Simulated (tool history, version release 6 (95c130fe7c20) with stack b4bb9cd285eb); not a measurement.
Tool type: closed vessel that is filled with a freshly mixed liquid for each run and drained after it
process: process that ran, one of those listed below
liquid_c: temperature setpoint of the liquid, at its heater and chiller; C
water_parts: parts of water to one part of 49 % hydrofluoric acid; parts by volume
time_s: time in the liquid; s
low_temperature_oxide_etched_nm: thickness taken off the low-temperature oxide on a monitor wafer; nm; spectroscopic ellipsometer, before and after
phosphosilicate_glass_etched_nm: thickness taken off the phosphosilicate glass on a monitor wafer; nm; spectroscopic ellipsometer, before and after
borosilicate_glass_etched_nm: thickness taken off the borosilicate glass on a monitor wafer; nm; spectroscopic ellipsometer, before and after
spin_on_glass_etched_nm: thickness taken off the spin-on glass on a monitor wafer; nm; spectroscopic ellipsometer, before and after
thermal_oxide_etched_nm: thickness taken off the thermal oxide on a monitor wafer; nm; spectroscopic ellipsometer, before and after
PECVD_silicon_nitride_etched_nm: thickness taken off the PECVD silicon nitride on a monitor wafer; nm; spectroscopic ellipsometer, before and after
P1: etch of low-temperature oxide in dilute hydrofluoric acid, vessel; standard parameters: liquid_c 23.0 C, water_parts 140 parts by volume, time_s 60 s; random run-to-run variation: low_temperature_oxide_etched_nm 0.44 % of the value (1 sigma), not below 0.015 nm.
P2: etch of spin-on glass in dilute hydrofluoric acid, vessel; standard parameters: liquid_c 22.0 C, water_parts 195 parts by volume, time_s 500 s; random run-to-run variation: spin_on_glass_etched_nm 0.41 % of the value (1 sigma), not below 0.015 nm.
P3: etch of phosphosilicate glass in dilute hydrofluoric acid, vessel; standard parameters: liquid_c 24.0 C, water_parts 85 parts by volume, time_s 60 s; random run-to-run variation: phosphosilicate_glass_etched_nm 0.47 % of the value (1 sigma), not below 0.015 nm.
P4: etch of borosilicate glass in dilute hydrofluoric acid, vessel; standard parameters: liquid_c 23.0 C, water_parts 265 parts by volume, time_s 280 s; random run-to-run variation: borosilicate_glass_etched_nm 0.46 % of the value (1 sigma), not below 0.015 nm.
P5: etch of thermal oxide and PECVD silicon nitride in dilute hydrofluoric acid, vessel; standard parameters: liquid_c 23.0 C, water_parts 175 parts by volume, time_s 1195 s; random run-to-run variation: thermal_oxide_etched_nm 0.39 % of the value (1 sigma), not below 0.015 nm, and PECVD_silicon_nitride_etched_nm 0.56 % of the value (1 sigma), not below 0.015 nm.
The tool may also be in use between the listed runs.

run,day,process,liquid_c,water_parts,time_s,low_temperature_oxide_etched_nm,phosphosilicate_glass_etched_nm,borosilicate_glass_etched_nm,spin_on_glass_etched_nm,thermal_oxide_etched_nm,PECVD_silicon_nitride_etched_nm
1,0.229,P1,23.0,140,60,9.8593,,,,,
2,0.417,P3,24.0,85,60,,77.523,,,,
3,0.600,P1,23.0,140,60,9.8658,,,,,
4,0.958,P4,17.0,265,280,,,15.053,,,
5,1.246,P2,22.0,195,30,,,,3.4042,,
6,1.429,P3,18.0,85,60,,60.412,,,,
7,1.662,P5,23.0,175,1195,,,,,27.850,19.584
8,1.825,P4,23.0,265,280,,,18.902,,,
9,2.117,P5,30.0,175,1195,,,,,36.178,30.507
10,2.429,P5,23.0,175,2205,,,,,51.257,36.041
11,2.779,P1,23.0,140,60,9.8590,,,,,
12,3.067,P2,22.0,280,500,,,,36.5370,,
13,3.396,P1,23.0,85,30,8.6981,,,,,
14,3.583,P5,23.0,25,1195,,,,,233.250,131.880
15,3.758,P1,23.0,225,60,5.6530,,,,,
16,4.121,P1,17.0,140,60,7.7340,,,,,
17,4.417,P2,17.0,195,500,,,,47.2980,,
18,4.612,P2,22.0,195,500,,,,57.6650,,
19,4.967,P1,23.0,140,60,9.9302,,,,,
20,5.208,P4,23.0,400,280,,,11.021,,,
21,5.558,P2,22.0,195,500,,,,57.7960,,
22,5.871,P1,23.0,140,30,4.9334,,,,,
23,6.196,P4,23.0,265,75,,,5.048,,,
24,6.462,P1,30.5,140,60,13.1030,,,,,
25,6.625,P3,24.0,85,30,,39.031,,,,
26,6.788,P5,23.0,175,1195,,,,,27.859,19.425
27,6.962,P1,23.0,140,60,9.8346,,,,,
28,7.138,P4,23.0,265,280,,,19.116,,,
29,7.396,P3,24.0,130,60,,48.263,,,,

Predict the results of run 30:
30,7.683,P1,23.0,140,95,?,,,,,

low_temperature_oxide_etched_nm: 15.6390 nm

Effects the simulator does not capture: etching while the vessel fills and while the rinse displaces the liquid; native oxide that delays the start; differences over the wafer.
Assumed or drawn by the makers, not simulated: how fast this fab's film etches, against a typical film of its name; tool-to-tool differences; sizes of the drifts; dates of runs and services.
